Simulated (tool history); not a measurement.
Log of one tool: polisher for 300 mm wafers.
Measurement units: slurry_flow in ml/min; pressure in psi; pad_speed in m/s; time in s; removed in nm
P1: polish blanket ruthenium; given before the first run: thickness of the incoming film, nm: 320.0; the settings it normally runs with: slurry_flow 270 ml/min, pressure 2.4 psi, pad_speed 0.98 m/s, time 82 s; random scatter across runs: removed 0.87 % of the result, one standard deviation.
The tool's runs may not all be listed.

| run | hour | slurry_flow | pressure | pad_speed | time | wafers polished on this pad | hours since the slurry nozzle was cleaned | hours since the head pressure was calibrated | removed |
|---|---|---|---|---|---|---|---|---|---|
| 1 | 12.5 | 270 | 2.4 | 0.98 | 82 | 737 | 134.1 | 397.1 | 101.390 |
| 2 | 23.5 | 270 | 3.7 | 0.98 | 82 | 807 | 145.1 | 408.1 | 156.290 |
| 3 | 32.2 | 390 | 2.4 | 0.98 | 82 | 862 | 153.8 | 416.8 | 106.430 |
| 4 | 47.4 | 160 | 1.5 | 0.98 | 82 | 958 | 169.0 | 432.0 | 60.383 |
| 5 | 56.3 | 270 | 2.4 | 1.52 | 82 | 1014 | 177.9 | 440.9 | 157.820 |
| 6 | 72.1 | 270 | 1.9 | 0.56 | 82 | 1114 | 193.7 | 456.7 | 45.687 |
| 7 | 83.3 | 270 | 2.4 | 0.98 | 82 | 1185 | 204.9 | 467.9 | 103.470 |
| 8 | 90.6 | 270 | 2.4 | 0.98 | 82 | 1231 | 212.2 | 475.2 | 102.620 |
| 9 | 101.5 | 270 | 2.4 | 0.98 | 48 | 1300 | 223.1 | 486.1 | 59.895 |
| 10 | 111.6 | 160 | 2.4 | 0.98 | 82 | 1364 | 233.2 | 496.2 | 96.017 |
| 11 | 127.8 | 270 | 2.4 | 0.98 | 82 | 1467 | 249.4 | 512.4 | 100.740 |
| 12 | 135.5 | 270 | 1.2 | 0.98 | 82 | 1516 | 257.1 | 520.1 | 51.994 |
| 13 | 143.7 | 270 | 2.4 | 0.50 | 82 | 1568 | 265.3 | 528.3 | 52.121 |
| 14 | 160.4 | 270 | 3.6 | 1.34 | 82 | 1673 | 282.0 | 545.0 | 207.820 |
| 15 | 176.8 | 270 | 2.4 | 0.98 | 125 | 1777 | 298.4 | 561.4 | 155.640 |
| 16 | 193.5 | 270 | 2.4 | 0.98 | 82 | 1883 | 315.1 | 578.1 | 102.310 |
| 17 | 204.4 | 270 | 2.4 | 0.98 | 82 | 1952 | 326.0 | 589.0 | 101.510 |
| 18 | 218.7 | 270 | 2.4 | 0.98 | 82 | 2043 | 340.3 | 603.3 | 100.550 |
| 19 | 235.0 | 270 | 2.4 | 0.98 | 82 | 2146 | 356.6 | 619.6 | 98.808 |
| 20 | 248.9 | 270 | 2.4 | 0.98 | 82 | 2234 | 370.5 | 633.5 | 98.742 |
| 21 | 263.6 | 270 | 2.4 | 0.98 | 82 | 2327 | 385.2 | 648.2 | 97.554 |
|  | 275.9 | head pressure recalibrated |
| 22 | 276.7 | 270 | 2.4 | 0.98 | 82 | 2410 | 398.3 | 0.8 | 97.513 |
| 23 | 284.0 | 270 | 2.4 | 0.98 | 82 | 2456 | 405.6 | 8.1 | 96.504 |
| 24 | 300.5 | 270 | 2.4 | 0.98 | 82 | 2561 | 422.1 | 24.6 | 96.761 |

The next listed run, before its measurement:
| 25 | 311.1 | 270 | 2.4 | 0.98 | 82 | 2628 | 432.7 | 35.2 | ? |

Run 25 came out at removed 97.941 nm.
